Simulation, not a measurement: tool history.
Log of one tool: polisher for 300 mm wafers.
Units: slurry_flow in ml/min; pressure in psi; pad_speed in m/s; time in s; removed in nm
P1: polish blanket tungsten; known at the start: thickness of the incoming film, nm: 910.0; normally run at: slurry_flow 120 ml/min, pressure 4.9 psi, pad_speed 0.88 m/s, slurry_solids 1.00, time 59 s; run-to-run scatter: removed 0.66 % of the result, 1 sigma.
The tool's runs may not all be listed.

run,hour,slurry_flow,pressure,pad_speed,slurry_solids,time,wafers polished on this pad,hours since the slurry nozzle was cleaned,hours since the head pressure was calibrated,hours since the slurry blender was calibrated,hours since the slurry got fresh peroxide,removed
1,4.5,120,4.9,0.88,1.00,59,458,190.2,746.5,107.4,107.4,380.78
2,10.4,120,4.9,0.88,1.00,59,526,196.1,752.4,113.3,113.3,381.05
3,17.9,120,4.9,0.88,1.45,59,612,203.6,759.9,120.8,120.8,417.50
4,22.0,120,4.9,0.88,1.00,59,659,207.7,764.0,124.9,124.9,381.13
5,29.2,175,4.9,0.88,1.00,59,742,214.9,771.2,132.1,132.1,403.57
6,35.3,120,2.9,0.88,1.00,59,812,221.0,777.3,138.2,138.2,224.24
# hour 35.6: worn pad replaced by a new one
7,42.1,120,4.9,0.88,1.00,75,75,227.8,784.1,145.0,145.0,481.34
8,46.0,120,4.9,0.60,1.00,59,119,231.7,788.0,148.9,148.9,256.58
9,52.9,75,4.9,0.88,1.00,59,199,238.6,794.9,155.8,155.8,332.06
10,60.0,120,4.9,1.24,1.00,59,281,245.7,802.0,162.9,162.9,531.79
11,67.5,120,4.9,0.88,1.00,59,367,253.2,809.5,170.4,170.4,381.73
# hour 69.4: slurry nozzle cleaned
12,72.5,120,4.9,0.88,0.55,59,424,3.2,814.5,175.4,175.4,326.55
13,77.9,120,7.1,0.88,1.00,59,487,8.6,819.9,180.8,180.8,549.75
14,85.2,160,4.9,0.88,1.00,77,571,15.9,827.2,188.1,188.1,519.49
# hour 90.5: head pressure recalibrated
15,92.6,120,4.9,0.88,1.00,59,656,23.3,2.1,195.5,195.5,375.37
16,96.0,120,4.9,0.88,1.00,42,695,26.7,5.5,198.9,198.9,268.09
17,101.5,120,4.9,0.88,1.00,59,758,32.2,11.0,204.4,204.4,380.95
18,105.0,120,4.9,0.88,1.00,59,798,35.7,14.5,207.9,207.9,369.29
19,112.1,120,4.9,0.88,1.00,59,880,42.8,21.6,215.0,215.0,358.68
20,118.6,120,4.9,0.88,1.00,59,955,49.3,28.1,221.5,221.5,353.61
# hour 122.0: head pressure recalibrated
21,124.6,120,4.9,0.88,1.00,59,1024,55.3,2.7,227.5,227.5,346.76
22,130.6,120,4.9,0.88,1.00,59,1093,61.3,8.7,233.5,233.5,341.53
# hour 133.7: slurry blender recalibrated
# hour 135.5: worn pad replaced by a new one
23,138.1,120,4.9,0.88,1.00,59,30,68.8,16.2,4.4,241.0,339.39
24,142.2,120,4.9,0.88,1.00,59,78,72.9,20.3,8.5,245.1,334.12
25,149.0,120,4.9,0.88,1.00,59,156,79.7,27.1,15.3,251.9,340.04
26,154.2,120,4.9,0.88,1.00,59,216,84.9,32.3,20.5,257.1,332.17
27,158.4,120,4.9,0.88,1.00,59,264,89.1,36.5,24.7,261.3,336.32

What P1 gives has crept away from where it was. These 2 causes fit the log equally well, each at the size given:
A: peroxide lost from the slurry, % = 27.7
B: slurry flow missing at the pad, % = 38.5
The creep began at about hour 101.5.
Why every other cause is out:
removal rate lost through wear of the pad, %: serviced at hour 135.5, which brought nothing back
head's pressure below its setpoint, %: serviced at hour 122.0, which brought nothing back
abrasive missing from the slurry, %: serviced at hour 133.7, which brought nothing back

4 check runs are offered, each on 3 wafers whose results are averaged, their results left as question marks. Which one tells the causes apart?
check 1,162.6,165,4.9,0.88,1.00,59,,,,,,?
check 2,162.6,120,6.1,0.88,1.45,59,,,,,,?
check 3,162.6,120,4.9,0.62,1.00,59,,,,,,?
check 4,162.6,120,4.9,0.88,1.30,59,,,,,,?

What each check would give under each cause:
check,result,if A,if B
check 1,removed,353.39,364.66
check 2,removed,453.67,453.51
check 3,removed,234.79,234.71
check 4,removed,354.86,354.73
How far apart the two closest causes lie, in the result that separates them most: check 1 3.14 %; check 2 0.03 %; check 3 0.03 %; check 4 0.03 %
Check 1 tells the causes apart: in the others they would give nearly the same result.

Check 1 was then run and gave: removed 364.30 nm. Which cause is it?

It is B: slurry flow missing at the pad, %.
